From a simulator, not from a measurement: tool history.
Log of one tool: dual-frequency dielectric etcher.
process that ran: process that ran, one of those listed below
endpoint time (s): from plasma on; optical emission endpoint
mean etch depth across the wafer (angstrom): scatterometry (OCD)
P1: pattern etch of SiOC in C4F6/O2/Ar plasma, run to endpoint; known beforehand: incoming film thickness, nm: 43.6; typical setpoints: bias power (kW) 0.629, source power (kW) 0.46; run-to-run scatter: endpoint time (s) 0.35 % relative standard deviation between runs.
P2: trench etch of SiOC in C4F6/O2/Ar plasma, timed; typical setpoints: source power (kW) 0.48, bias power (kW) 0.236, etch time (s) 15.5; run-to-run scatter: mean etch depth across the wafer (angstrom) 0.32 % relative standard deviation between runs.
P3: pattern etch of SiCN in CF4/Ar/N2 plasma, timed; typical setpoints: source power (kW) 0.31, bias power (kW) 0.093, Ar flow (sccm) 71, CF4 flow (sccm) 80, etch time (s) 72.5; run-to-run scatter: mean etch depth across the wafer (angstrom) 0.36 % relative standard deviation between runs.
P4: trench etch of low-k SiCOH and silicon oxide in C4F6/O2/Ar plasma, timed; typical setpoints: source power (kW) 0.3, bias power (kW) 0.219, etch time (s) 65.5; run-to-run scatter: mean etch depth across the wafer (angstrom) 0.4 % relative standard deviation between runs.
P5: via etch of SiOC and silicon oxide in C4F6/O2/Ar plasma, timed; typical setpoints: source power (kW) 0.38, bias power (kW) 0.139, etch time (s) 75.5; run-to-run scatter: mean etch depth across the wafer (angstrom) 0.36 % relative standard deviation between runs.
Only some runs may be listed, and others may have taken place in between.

run,hour,process that ran,bias power (kW),source power (kW),Ar flow (sccm),CF4 flow (sccm),etch time (s),hours since the last wet clean,hours since the last bias power generator calibration,hours since the last source power generator calibration,endpoint time (s),mean etch depth across the wafer (angstrom)
1,3.1,P1,0.629,0.46,,,,394.2,699.8,585.8,13.072,
2,6.5,P1,0.629,0.46,,,,397.6,703.2,589.2,13.162,
3,11,P1,0.629,0.46,,,,402.1,707.7,593.7,13.183,
4,16.3,P3,0.093,0.31,71,60,72.5,407.4,713,599,,486.65
5,21.1,P3,0.093,0.31,71,80,106,412.2,717.8,603.8,,734.04
6,24.1,P1,0.629,0.65,,,,415.2,720.8,606.8,11.529,
7,28.4,P5,0.139,0.38,,,75.5,419.5,725.1,611.1,,780.68
8,34.4,P3,0.114,0.31,71,80,72.5,425.5,731.1,617.1,,538.66
9,37.5,P4,0.219,0.39,,,65.5,428.6,734.2,620.2,,2231
10,40.6,P5,0.139,0.3,,,75.5,431.7,737.3,623.3,,714.3
11,43.6,P2,0.236,0.48,,,15.5,434.7,740.3,626.3,,389.38
12,47.5,P1,0.629,0.46,,,,438.6,744.2,630.2,13.101,
13,50.8,P1,0.629,0.34,,,,441.9,747.5,633.5,14.686,
# hour 51.1: bias power generator calibrated
14,54.5,P3,0.093,0.31,94,80,72.5,445.6,3.5,637.2,,486.3
15,58.4,P4,0.219,0.3,,,95,449.5,7.4,641.1,,2930
16,62.2,P2,0.287,0.48,,,15.5,453.3,11.2,644.9,,419
17,68.4,P1,0.418,0.46,,,,459.5,17.4,651.1,15.292,
# hour 69.3: wet clean of the chamber
18,71.5,P1,0.527,0.54,,,,2.2,20.5,654.2,13.132,
19,74.8,P5,0.139,0.38,,,41.5,5.5,23.8,657.5,,430.77
20,79.4,P5,0.139,0.38,,,75.5,10.1,28.4,662.1,,779.52
21,85,P2,0.236,0.3,,,15.5,15.7,34,667.7,,325.89
22,90.7,P1,0.877,0.46,,,,21.4,39.7,673.4,11.591,
23,95.9,P4,0.219,0.3,,,65.5,26.6,44.9,678.6,,2011.2
24,98.8,P2,0.236,0.48,,,15.5,29.5,47.8,681.5,,391.12
25,103.9,P5,0.175,0.38,,,75.5,34.6,52.9,686.6,,838.04
26,107.7,P1,0.629,0.46,,,,38.4,56.7,690.4,13.238,
27,112.5,P3,0.093,0.31,71,80,72.5,43.2,61.5,695.2,,505.61
28,117.9,P4,0.147,0.3,,,65.5,48.6,66.9,700.6,,1775.4
29,120.9,P3,0.093,0.42,71,80,72.5,51.6,69.9,703.6,,653.76
30,124.6,P4,0.219,0.3,,,65.5,55.3,73.6,707.3,,2006.2
31,127.6,P2,0.236,0.48,,,9,58.3,76.6,710.3,,227.24
32,132.1,P1,0.629,0.46,,,,62.8,81.1,714.8,13.174,
33,136.2,P1,0.629,0.46,,,,66.9,85.2,718.9,13.11,
34,140.1,P1,0.629,0.46,,,,70.8,89.1,722.8,13.074,
35,144.5,P1,0.629,0.46,,,,75.2,93.5,727.2,13.009,
# hour 147.3: wet clean of the chamber
36,149.2,P1,0.629,0.46,,,,1.9,98.2,731.9,12.898,
37,152.7,P1,0.629,0.46,,,,5.4,101.7,735.4,12.941,
38,156.6,P1,0.629,0.46,,,,9.3,105.6,739.3,12.996,
39,162.1,P1,0.629,0.46,,,,14.8,111.1,744.8,12.995,
40,167.4,P1,0.629,0.46,,,,20.1,116.4,750.1,12.898,
41,170.3,P1,0.629,0.46,,,,23,119.3,753,12.881,
42,175.2,P1,0.629,0.46,,,,27.9,124.2,757.9,12.957,

P1 has crept away from where it was. The log is fitted equally well by each of these 2 causes, at the sizes shown:
A: bias power that arrives over what is set, % = 4.64
B: source power that arrives over what is set, % = 4.87
At approximately hour 132.1, the process output began to creep.
Ruled out, with reasons:
chamber walls in a state that raises the etch rate, %: work on it at hour 147.3, done after the drift set in, did not restore what the process gave before

Below are 4 check runs, each averaged over 2 wafers, with their results shown as question marks. Which of them would give clearly different results depending on which cause is behind the drift?
check 1,180.1,P2,0.236,0.48,,,11,,,,,?
check 2,180.1,P3,0.093,0.31,89,80,72.5,,,,,?
check 3,180.1,P4,0.219,0.39,,,65.5,,,,,?
check 4,180.1,P5,0.139,0.38,,,60.5,,,,,?

Predicted outcomes, by check and by cause:
check,result,if A,if B
check 1,mean etch depth across the wafer (angstrom),281.46,282.37
check 2,mean etch depth across the wafer (angstrom),497.85,510.52
check 3,mean etch depth across the wafer (angstrom),2262.5,2269.9
check 4,mean etch depth across the wafer (angstrom),635.23,638.28
Gap, in per cent, between the two causes that each check separates least, read from the result that separates them most: check 1 0.32 %; check 2 2.51 %; check 3 0.33 %; check 4 0.48 %
Check 2 distinguishes between the causes, while the remaining checks would return nearly the same result for all of them.

After running check 2, the following was obtained: mean etch depth across the wafer (angstrom) 509.89. Which cause does this point to?

B is the cause: source power that arrives over what is set, %.
